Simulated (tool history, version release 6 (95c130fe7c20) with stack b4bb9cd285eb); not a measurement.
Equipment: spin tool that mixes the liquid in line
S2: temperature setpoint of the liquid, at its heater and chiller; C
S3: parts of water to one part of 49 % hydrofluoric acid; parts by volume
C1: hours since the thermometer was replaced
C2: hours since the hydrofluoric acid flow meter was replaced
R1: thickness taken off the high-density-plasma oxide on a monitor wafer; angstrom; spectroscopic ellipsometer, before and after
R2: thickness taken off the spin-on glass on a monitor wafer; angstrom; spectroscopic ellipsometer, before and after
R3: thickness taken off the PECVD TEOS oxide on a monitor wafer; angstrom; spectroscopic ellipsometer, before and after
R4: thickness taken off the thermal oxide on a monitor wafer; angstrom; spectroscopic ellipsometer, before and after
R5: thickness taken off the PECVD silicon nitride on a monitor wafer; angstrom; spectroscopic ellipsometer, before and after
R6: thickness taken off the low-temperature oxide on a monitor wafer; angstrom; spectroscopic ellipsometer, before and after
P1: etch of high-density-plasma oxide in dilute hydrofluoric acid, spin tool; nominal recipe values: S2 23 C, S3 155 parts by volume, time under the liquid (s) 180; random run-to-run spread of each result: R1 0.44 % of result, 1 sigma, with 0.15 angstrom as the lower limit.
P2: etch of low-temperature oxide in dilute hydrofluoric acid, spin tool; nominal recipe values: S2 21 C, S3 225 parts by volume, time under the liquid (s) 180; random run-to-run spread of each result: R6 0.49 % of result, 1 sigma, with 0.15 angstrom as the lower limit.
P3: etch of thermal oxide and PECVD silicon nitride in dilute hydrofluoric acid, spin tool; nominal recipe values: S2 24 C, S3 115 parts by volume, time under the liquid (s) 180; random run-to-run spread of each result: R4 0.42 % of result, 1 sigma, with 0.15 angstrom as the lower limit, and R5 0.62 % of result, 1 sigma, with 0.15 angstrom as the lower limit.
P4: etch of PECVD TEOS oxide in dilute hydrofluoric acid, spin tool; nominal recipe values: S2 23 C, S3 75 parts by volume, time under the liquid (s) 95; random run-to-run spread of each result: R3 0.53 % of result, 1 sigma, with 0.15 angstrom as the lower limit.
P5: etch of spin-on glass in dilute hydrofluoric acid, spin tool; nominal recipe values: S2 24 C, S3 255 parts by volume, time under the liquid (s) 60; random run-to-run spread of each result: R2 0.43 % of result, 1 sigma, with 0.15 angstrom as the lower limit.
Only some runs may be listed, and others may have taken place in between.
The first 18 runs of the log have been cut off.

{"run": 19, "day": 9.479, "process that ran": "P4", "S2": 23, "S3": 75, "time under the liquid (s)": 95, "C1": 62.8, "C2": 691.9, "R3": 158.4}
{"run": 20, "day": 10.117, "process that ran": "P4", "S2": 23, "S3": 115, "time under the liquid (s)": 95, "C1": 78.1, "C2": 707.2, "R3": 97.356}
{"run": 21, "day": 10.708, "process that ran": "P3", "S2": 24, "S3": 115, "time under the liquid (s)": 180, "C1": 92.3, "C2": 721.4, "R4": 73.474, "R5": 43.401}
{"run": 22, "day": 11.179, "process that ran": "P1", "S2": 17.5, "S3": 155, "time under the liquid (s)": 180, "C1": 103.6, "C2": 732.7, "R1": 73.35}
{"run": 23, "day": 11.883, "process that ran": "P1", "S2": 23, "S3": 155, "time under the liquid (s)": 180, "C1": 120.5, "C2": 749.6, "R1": 91.592}
{"run": 24, "day": 12.525, "process that ran": "P3", "S2": 24, "S3": 70, "time under the liquid (s)": 180, "C1": 135.9, "C2": 765, "R4": 128.32, "R5": 70.819}
{"run": 25, "day": 13.146, "process that ran": "P2", "S2": 21, "S3": 370, "time under the liquid (s)": 180, "C1": 150.8, "C2": 779.9, "R6": 103.55}
{"run": 26, "day": 13.821, "process that ran": "P1", "S2": 23, "S3": 155, "time under the liquid (s)": 180, "C1": 167, "C2": 796.1, "R1": 91.748}
{"run": 27, "day": 14.242, "process that ran": "P2", "S2": 21, "S3": 225, "time under the liquid (s)": 180, "C1": 177.1, "C2": 806.2, "R6": 192.99}
{"run": 28, "day": 14.654, "process that ran": "P1", "S2": 23, "S3": 155, "time under the liquid (s)": 275, "C1": 187, "C2": 816.1, "R1": 139.4}
{"run": 29, "day": 15.238, "process that ran": "P2", "S2": 21, "S3": 225, "time under the liquid (s)": 355, "C1": 201, "C2": 830.1, "R6": 383.03}
{"run": 30, "day": 15.55, "process that ran": "P5", "S2": 24, "S3": 255, "time under the liquid (s)": 60, "C1": 208.5, "C2": 837.6, "R2": 49.802}
{"run": 31, "day": 16.246, "process that ran": "P1", "S2": 23, "S3": 155, "time under the liquid (s)": 180, "C1": 225.2, "C2": 854.3, "R1": 91.28}
{"run": 32, "day": 16.675, "process that ran": "P1", "S2": 23, "S3": 155, "time under the liquid (s)": 180, "C1": 235.5, "C2": 864.6, "R1": 89.475}
{"run": 33, "day": 17.079, "process that ran": "P1", "S2": 23, "S3": 155, "time under the liquid (s)": 180, "C1": 245.2, "C2": 874.3, "R1": 87.53}
{"run": 34, "day": 17.675, "process that ran": "P1", "S2": 23, "S3": 155, "time under the liquid (s)": 180, "C1": 259.5, "C2": 888.6, "R1": 85.907}
{"run": 35, "day": 18.021, "process that ran": "P1", "S2": 23, "S3": 155, "time under the liquid (s)": 180, "C1": 267.8, "C2": 896.9, "R1": 85.917}
{"run": 36, "day": 18.721, "process that ran": "P1", "S2": 23, "S3": 155, "time under the liquid (s)": 180, "C1": 284.6, "C2": 913.7, "R1": 84.323}

Predict the results of run 37:
{"run": 37, "day": 19.4, "process that ran": "P1", "S2": 23, "S3": 155, "time under the liquid (s)": 180, "C1": 300.9, "C2": 930, "R1": "?"}

{"run 37": {"R1": 84.216}}
